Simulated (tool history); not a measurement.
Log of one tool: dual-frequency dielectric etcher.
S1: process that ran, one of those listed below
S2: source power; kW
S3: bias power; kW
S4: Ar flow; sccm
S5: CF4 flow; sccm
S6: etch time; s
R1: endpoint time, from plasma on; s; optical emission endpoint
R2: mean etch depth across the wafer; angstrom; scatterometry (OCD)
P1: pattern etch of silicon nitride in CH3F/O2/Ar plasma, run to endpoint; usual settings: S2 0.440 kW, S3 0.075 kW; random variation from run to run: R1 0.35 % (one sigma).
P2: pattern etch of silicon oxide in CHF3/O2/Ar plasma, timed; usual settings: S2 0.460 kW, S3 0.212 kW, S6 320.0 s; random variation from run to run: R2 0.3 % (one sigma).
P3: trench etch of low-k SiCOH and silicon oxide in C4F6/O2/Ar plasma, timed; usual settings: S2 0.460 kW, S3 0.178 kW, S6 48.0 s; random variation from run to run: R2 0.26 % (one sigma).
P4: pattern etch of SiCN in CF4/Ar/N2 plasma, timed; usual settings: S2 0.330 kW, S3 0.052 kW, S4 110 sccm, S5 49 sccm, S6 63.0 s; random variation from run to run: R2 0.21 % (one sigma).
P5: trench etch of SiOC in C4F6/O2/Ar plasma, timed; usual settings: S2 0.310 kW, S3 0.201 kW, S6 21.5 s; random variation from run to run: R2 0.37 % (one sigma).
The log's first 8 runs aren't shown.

{"run": 9, "hour": 53.4, "S1": "P3", "S2": 0.46, "S3": 0.178, "S6": 48.0, "R2": 1621.1}
{"run": 10, "hour": 57.2, "S1": "P1", "S2": 0.44, "S3": 0.075, "R1": 48.848}
{"run": 11, "hour": 64.4, "S1": "P4", "S2": 0.33, "S3": 0.052, "S4": 110, "S5": 49, "S6": 82.5, "R2": 461.01}
{"run": 12, "hour": 70.1, "S1": "P4", "S2": 0.33, "S3": 0.052, "S4": 110, "S5": 49, "S6": 63.0, "R2": 353.07}
{"run": 13, "hour": 75.9, "S1": "P1", "S2": 0.56, "S3": 0.053, "R1": 50.339}
{"run": 14, "hour": 80.6, "S1": "P3", "S2": 0.46, "S3": 0.178, "S6": 48.0, "R2": 1632.1}
{"run": 15, "hour": 88.1, "S1": "P5", "S2": 0.31, "S3": 0.261, "S6": 21.5, "R2": 460.86}
{"run": 16, "hour": 93.0, "S1": "P4", "S2": 0.2, "S3": 0.052, "S4": 110, "S5": 49, "S6": 63.0, "R2": 227.55}
{"run": 17, "hour": 99.1, "S1": "P3", "S2": 0.35, "S3": 0.178, "S6": 48.0, "R2": 1455.3}
{"run": 18, "hour": 103.0, "S1": "P5", "S2": 0.31, "S3": 0.201, "S6": 21.5, "R2": 422.74}
{"run": 19, "hour": 108.1, "S1": "P1", "S2": 0.44, "S3": 0.075, "R1": 49.013}
{"run": 20, "hour": 114.0, "S1": "P1", "S2": 0.44, "S3": 0.075, "R1": 48.771}
{"run": 21, "hour": 120.9, "S1": "P2", "S2": 0.46, "S3": 0.212, "S6": 320.0, "R2": 6041.7}
{"run": 22, "hour": 127.9, "S1": "P1", "S2": 0.31, "S3": 0.075, "R1": 55.506}
{"run": 23, "hour": 132.5, "S1": "P4", "S2": 0.33, "S3": 0.038, "S4": 110, "S5": 49, "S6": 63.0, "R2": 316.39}
{"run": 24, "hour": 137.7, "S1": "P2", "S2": 0.46, "S3": 0.145, "S6": 320.0, "R2": 5330.6}
{"run": 25, "hour": 145.2, "S1": "P5", "S2": 0.31, "S3": 0.201, "S6": 16.0, "R2": 314.42}
{"run": 26, "hour": 150.4, "S1": "P1", "S2": 0.57, "S3": 0.075, "R1": 44.24}
{"run": 27, "hour": 156.8, "S1": "P3", "S2": 0.46, "S3": 0.178, "S6": 67.0, "R2": 2275.2}
{"run": 28, "hour": 163.1, "S1": "P2", "S2": 0.46, "S3": 0.212, "S6": 320.0, "R2": 6043.1}
{"run": 29, "hour": 169.6, "S1": "P4", "S2": 0.33, "S3": 0.052, "S4": 87, "S5": 49, "S6": 63.0, "R2": 368.84}
{"run": 30, "hour": 174.5, "S1": "P2", "S2": 0.46, "S3": 0.212, "S6": 204.5, "R2": 3882.6}

Forecast run 31:
{"run": 31, "hour": 179.6, "S1": "P3", "S2": 0.46, "S3": 0.242, "S6": 48.0, "R2": "?"}

R2: 1792.90 angstrom
